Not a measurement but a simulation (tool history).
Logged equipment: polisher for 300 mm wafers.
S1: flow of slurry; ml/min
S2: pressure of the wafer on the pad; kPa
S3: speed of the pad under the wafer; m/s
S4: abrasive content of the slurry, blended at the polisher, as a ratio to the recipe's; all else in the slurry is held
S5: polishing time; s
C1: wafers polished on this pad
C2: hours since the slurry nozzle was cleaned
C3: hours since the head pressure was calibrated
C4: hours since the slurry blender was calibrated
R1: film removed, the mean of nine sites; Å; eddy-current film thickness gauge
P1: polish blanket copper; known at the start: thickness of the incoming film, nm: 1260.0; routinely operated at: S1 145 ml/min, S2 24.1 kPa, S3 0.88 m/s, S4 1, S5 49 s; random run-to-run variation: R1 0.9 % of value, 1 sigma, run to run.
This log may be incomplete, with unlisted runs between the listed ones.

run	day	S1	S2	S3	S4	S5	C1	C2	C3	C4	R1
1	0.438	145	24.1	0.88	1	49	822	636	68.5	181.7	1399.8
2	1.025	145	37.9	0.88	1	49	905	650.1	82.6	195.8	2153.3
3	1.321	145	24.1	0.88	1	49	947	657.2	89.7	202.9	1394.2
4	1.725	90	24.1	0.88	1	49	1005	666.9	99.4	212.6	1271
5	2.208	145	24.1	0.88	1	49	1073	678.5	111	224.2	1393.4
6	2.725	145	24.1	0.88	1	49	1147	690.9	123.4	236.6	1396.4
7	3.221	145	11	0.88	1	49	1217	702.8	135.3	248.5	636.56
8	3.612	225	24.1	0.88	1	49	1273	712.2	144.7	257.9	1513.1
9	4.05	145	24.1	0.88	1	49	1335	722.7	155.2	268.4	1383.9
10	4.329	145	24.1	0.88	1	72	1374	729.4	161.9	275.1	2051.7
11	4.817	145	24.1	0.88	1	49	1443	741.1	173.6	286.8	1387.7
12	5.262	145	24.1	0.42	1	49	1507	751.8	184.3	297.5	671.92
13	5.562	145	24.1	0.88	0.7	49	1549	759	191.5	304.7	1312.2
14	6.133	145	24.1	1.26	1	49	1630	772.7	205.2	318.4	1974.7
15	6.404	145	24.1	0.88	1.5	49	1669	779.2	211.7	324.9	1536.3
16	6.683	145	24.1	0.88	1	25	1708	785.9	218.4	331.6	723.3
17	7.033	145	32.4	0.88	1.35	49	1758	794.3	226.8	340	1992
18	7.458	145	24.1	0.88	1	49	1818	804.5	237	350.2	1390.1
19	7.946	105	24.1	1.34	1	49	1887	816.2	248.7	361.9	2006.9
20	8.367	145	24.1	0.88	1	49	1947	826.3	258.8	372	1391.5
21	8.633	145	24.1	0.88	1	49	1985	832.7	265.2	378.4	1392.1
22	8.988	145	24.1	0.88	1	49	2035	841.2	273.7	386.9	1345.4
23	9.408	145	24.1	0.88	1	49	2095	851.3	283.8	397	1315.5
# day 9.612: head pressure recalibrated
24	9.754	145	24.1	0.88	1	49	2144	859.6	3.4	405.3	1278.1
25	10.308	145	24.1	0.88	1	49	2223	872.9	16.7	418.6	1286.2
26	10.596	145	24.1	0.88	1	49	2264	879.8	23.6	425.5	1269.6
# day 10.762: slurry blender recalibrated
27	10.988	145	24.1	0.88	1	49	2319	889.2	33	5.5	1254.5
28	11.338	145	24.1	0.88	1	49	2369	897.6	41.4	13.9	1272.1
29	11.725	145	24.1	0.88	1	49	2424	906.9	50.7	23.2	1273.5

Compared with where it was, what P1 gives has crept away. Each cause listed below fits the log as well as the rest, at the size given for it:
A: slurry flow missing at the pad, % = 37.1
B: removal rate lost through wear of the pad, % = 9.75
The onset of the drift is placed at about day 8.367.
The rest of the possible causes, and what rules out each one:
head's pressure below its setpoint, %: work on it at day 9.612, done after the drift set in, did not restore what the process gave before
abrasive missing from the slurry, %: work on it at day 10.762, done after the drift set in, did not restore what the process gave before

Consider the 4 check runs below, whose results appear as question marks and each of which averages 5 wafers. Which one distinguishes the causes, in that each cause would give it a clearly different result?
check 1	12.112	145	36.5	0.88	1.45	49					?
check 2	12.112	145	19.3	0.88	1	49					?
check 3	12.112	145	24.1	0.42	1	28					?
check 4	12.112	215	24.1	0.88	1	49					?

Expected result of each check under each candidate cause:
check	result	if A	if B
check 1	R1	2071.1	2071.2
check 2	R1	1008.7	1008.7
check 3	R1	343.86	343.89
check 4	R1	1379.3	1337.2
Gap, in per cent, between the two causes that each check separates least, read from the result that separates them most: check 1 0.01 %; check 2 0.01 %; check 3 0.01 %; check 4 3.1 %
Of the check runs offered, only check 4 discriminates between the causes; the rest would read about the same regardless of which cause applies.

Check 4 has now been run. It gave: R1 1382.8 Å. Which of the candidate causes is it?

It is A: slurry flow missing at the pad, %.
